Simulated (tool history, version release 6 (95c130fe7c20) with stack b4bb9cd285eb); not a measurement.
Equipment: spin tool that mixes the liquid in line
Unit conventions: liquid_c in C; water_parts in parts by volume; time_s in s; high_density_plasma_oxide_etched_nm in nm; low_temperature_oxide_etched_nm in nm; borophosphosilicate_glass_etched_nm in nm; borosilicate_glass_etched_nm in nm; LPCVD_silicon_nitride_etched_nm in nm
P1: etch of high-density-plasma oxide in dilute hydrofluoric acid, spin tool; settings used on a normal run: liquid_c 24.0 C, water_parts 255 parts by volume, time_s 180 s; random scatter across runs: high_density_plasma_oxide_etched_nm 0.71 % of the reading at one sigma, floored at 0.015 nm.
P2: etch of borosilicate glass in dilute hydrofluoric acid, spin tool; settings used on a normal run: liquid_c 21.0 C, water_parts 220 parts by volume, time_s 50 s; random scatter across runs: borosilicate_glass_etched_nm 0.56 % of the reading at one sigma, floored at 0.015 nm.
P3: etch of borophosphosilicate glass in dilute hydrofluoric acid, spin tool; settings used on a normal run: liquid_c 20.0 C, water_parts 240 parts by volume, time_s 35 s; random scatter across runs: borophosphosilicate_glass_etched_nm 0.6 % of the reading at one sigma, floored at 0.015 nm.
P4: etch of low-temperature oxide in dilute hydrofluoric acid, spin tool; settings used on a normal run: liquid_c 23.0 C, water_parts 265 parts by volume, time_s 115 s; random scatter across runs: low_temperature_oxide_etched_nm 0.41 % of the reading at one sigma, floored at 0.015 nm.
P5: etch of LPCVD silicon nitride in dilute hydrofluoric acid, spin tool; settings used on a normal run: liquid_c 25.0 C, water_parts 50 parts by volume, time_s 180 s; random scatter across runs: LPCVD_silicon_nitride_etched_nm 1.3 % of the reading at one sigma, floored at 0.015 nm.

| run | hour | process | liquid_c | water_parts | time_s | hours since the thermometer was replaced | hours since the hydrofluoric acid flow meter was replaced | high_density_plasma_oxide_etched_nm | low_temperature_oxide_etched_nm | borophosphosilicate_glass_etched_nm | borosilicate_glass_etched_nm | LPCVD_silicon_nitride_etched_nm |
|---|---|---|---|---|---|---|---|---|---|---|---|---|
| 1 | 13.5 | P1 | 24.0 | 255 | 180 | 2235.2 | 681.5 | 2.98810 |  |  |  |  |
| 2 | 27.7 | P1 | 24.0 | 255 | 295 | 2249.4 | 695.7 | 4.86000 |  |  |  |  |
| 3 | 45.7 | P1 | 17.5 | 255 | 180 | 2267.4 | 713.7 | 2.37700 |  |  |  |  |
| 4 | 57.6 | P1 | 18.5 | 255 | 355 | 2279.3 | 725.6 | 4.78710 |  |  |  |  |
| 5 | 68.9 | P4 | 23.0 | 150 | 115 | 2290.6 | 736.9 |  | 14.6890 |  |  |  |
| 6 | 80.8 | P1 | 24.0 | 255 | 180 | 2302.5 | 748.8 | 2.96830 |  |  |  |  |
| 7 | 92.9 | P3 | 27.5 | 240 | 35 | 2314.6 | 760.9 |  |  | 7.2189 |  |  |
| 8 | 109.1 | P3 | 20.0 | 240 | 35 | 2330.8 | 777.1 |  |  | 5.4806 |  |  |
|  | 123.9 | hydrofluoric acid flow meter replaced |
| 9 | 124.3 | P4 | 23.0 | 265 | 115 | 2346.0 | 0.4 |  | 7.3898 |  |  |  |
| 10 | 136.4 | P2 | 21.0 | 220 | 90 | 2358.1 | 12.5 |  |  |  | 13.2100 |  |
| 11 | 153.0 | P3 | 20.0 | 125 | 35 | 2374.7 | 29.1 |  |  | 11.7330 |  |  |
| 12 | 165.1 | P4 | 29.0 | 265 | 115 | 2386.8 | 41.2 |  | 9.0278 |  |  |  |
| 13 | 177.7 | P5 | 25.0 | 25 | 180 | 2399.4 | 53.8 |  |  |  |  | 3.30230 |
| 14 | 194.0 | P5 | 25.0 | 50 | 45 | 2415.7 | 70.1 |  |  |  |  | 0.44449 |
| 15 | 206.3 | P5 | 25.0 | 50 | 180 | 2428.0 | 82.4 |  |  |  |  | 1.69810 |
| 16 | 219.5 | P1 | 24.0 | 50 | 180 | 2441.2 | 95.6 | 19.07400 |  |  |  |  |
| 17 | 237.5 | P1 | 24.0 | 255 | 55 | 2459.2 | 113.6 | 0.89601 |  |  |  |  |
| 18 | 253.8 | P2 | 21.0 | 330 | 50 | 2475.5 | 129.9 |  |  |  | 4.3791 |  |
| 19 | 268.6 | P1 | 24.0 | 395 | 180 | 2490.3 | 144.7 | 1.70480 |  |  |  |  |
| 20 | 282.2 | P1 | 24.0 | 255 | 180 | 2503.9 | 158.3 | 3.00040 |  |  |  |  |
| 21 | 295.3 | P4 | 23.0 | 265 | 185 | 2517.0 | 171.4 |  | 11.8400 |  |  |  |
| 22 | 305.6 | P1 | 28.5 | 255 | 180 | 2527.3 | 181.7 | 3.52930 |  |  |  |  |
| 23 | 319.9 | P4 | 23.0 | 265 | 115 | 2541.6 | 196.0 |  | 7.3728 |  |  |  |
| 24 | 332.5 | P2 | 21.0 | 220 | 50 | 2554.2 | 208.6 |  |  |  | 7.3698 |  |
| 25 | 348.4 | P1 | 24.0 | 255 | 180 | 2570.1 | 224.5 | 3.03220 |  |  |  |  |
| 26 | 362.5 | P5 | 25.0 | 50 | 180 | 2584.2 | 238.6 |  |  |  |  | 1.72310 |
| 27 | 370.4 | P3 | 20.0 | 240 | 65 | 2592.1 | 246.5 |  |  | 10.1530 |  |  |
| 28 | 386.1 | P1 | 29.0 | 140 | 180 | 2607.8 | 262.2 | 7.45600 |  |  |  |  |

What will run 29 give?
| 29 | 402.5 | P5 | 19.5 | 50 | 180 | 2624.2 | 278.6 |  |  |  |  | ? |

{"run 29": {"LPCVD_silicon_nitride_etched_nm": 1.1772}}
